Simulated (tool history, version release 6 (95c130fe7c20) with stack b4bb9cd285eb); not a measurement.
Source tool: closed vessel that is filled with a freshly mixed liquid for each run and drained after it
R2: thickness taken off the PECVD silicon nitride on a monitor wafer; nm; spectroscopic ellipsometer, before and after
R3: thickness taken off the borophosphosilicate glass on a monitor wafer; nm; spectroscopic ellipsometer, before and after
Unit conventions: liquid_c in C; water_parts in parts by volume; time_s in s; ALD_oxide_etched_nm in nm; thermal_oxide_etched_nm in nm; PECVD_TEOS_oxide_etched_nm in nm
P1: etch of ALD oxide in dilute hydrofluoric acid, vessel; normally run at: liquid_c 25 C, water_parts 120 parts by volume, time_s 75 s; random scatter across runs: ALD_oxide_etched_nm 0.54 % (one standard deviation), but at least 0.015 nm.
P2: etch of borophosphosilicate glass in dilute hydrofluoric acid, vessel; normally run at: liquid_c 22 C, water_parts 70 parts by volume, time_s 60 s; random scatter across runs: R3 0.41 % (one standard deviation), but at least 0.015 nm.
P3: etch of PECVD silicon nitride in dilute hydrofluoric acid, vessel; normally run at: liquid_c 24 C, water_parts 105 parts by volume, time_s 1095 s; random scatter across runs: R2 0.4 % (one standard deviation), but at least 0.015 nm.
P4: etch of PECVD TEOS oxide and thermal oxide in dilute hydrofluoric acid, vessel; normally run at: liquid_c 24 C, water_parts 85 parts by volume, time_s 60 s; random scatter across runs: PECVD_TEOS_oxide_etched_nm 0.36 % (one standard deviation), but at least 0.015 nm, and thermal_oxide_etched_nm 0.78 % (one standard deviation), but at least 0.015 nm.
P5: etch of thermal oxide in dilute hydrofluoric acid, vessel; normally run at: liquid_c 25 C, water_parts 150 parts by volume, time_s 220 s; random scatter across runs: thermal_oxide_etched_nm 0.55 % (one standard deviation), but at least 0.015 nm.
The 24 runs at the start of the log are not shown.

{"run": 25, "day": 11.104, "process": "P2", "liquid_c": 22, "water_parts": 110, "time_s": 60, "R3": 17.622}
{"run": 26, "day": 11.438, "process": "P2", "liquid_c": 22, "water_parts": 70, "time_s": 60, "R3": 29.063}
{"day": 11.712, "done": "thermometer replaced"}
{"run": 27, "day": 11.888, "process": "P4", "liquid_c": 19.5, "water_parts": 85, "time_s": 60, "thermal_oxide_etched_nm": 2.7921, "PECVD_TEOS_oxide_etched_nm": 9.4694}
{"run": 28, "day": 12.267, "process": "P1", "liquid_c": 25, "water_parts": 120, "time_s": 75, "ALD_oxide_etched_nm": 6.2119}
{"run": 29, "day": 12.654, "process": "P1", "liquid_c": 25, "water_parts": 120, "time_s": 130, "ALD_oxide_etched_nm": 10.681}
{"run": 30, "day": 13.158, "process": "P1", "liquid_c": 25, "water_parts": 120, "time_s": 75, "ALD_oxide_etched_nm": 6.1444}
{"run": 31, "day": 13.45, "process": "P4", "liquid_c": 24, "water_parts": 85, "time_s": 30, "thermal_oxide_etched_nm": 1.6698, "PECVD_TEOS_oxide_etched_nm": 5.7428}
{"run": 32, "day": 13.883, "process": "P5", "liquid_c": 25, "water_parts": 150, "time_s": 220, "thermal_oxide_etched_nm": 6.9617}
{"run": 33, "day": 14.296, "process": "P1", "liquid_c": 25, "water_parts": 120, "time_s": 75, "ALD_oxide_etched_nm": 6.1723}
{"run": 34, "day": 14.688, "process": "P1", "liquid_c": 25, "water_parts": 120, "time_s": 75, "ALD_oxide_etched_nm": 6.3663}

What does the tool deliver on the next run?
{"run": 35, "day": 14.942, "process": "P1", "liquid_c": 25, "water_parts": 120, "time_s": 75, "ALD_oxide_etched_nm": "?"}

ALD_oxide_etched_nm: 6.5136 nm
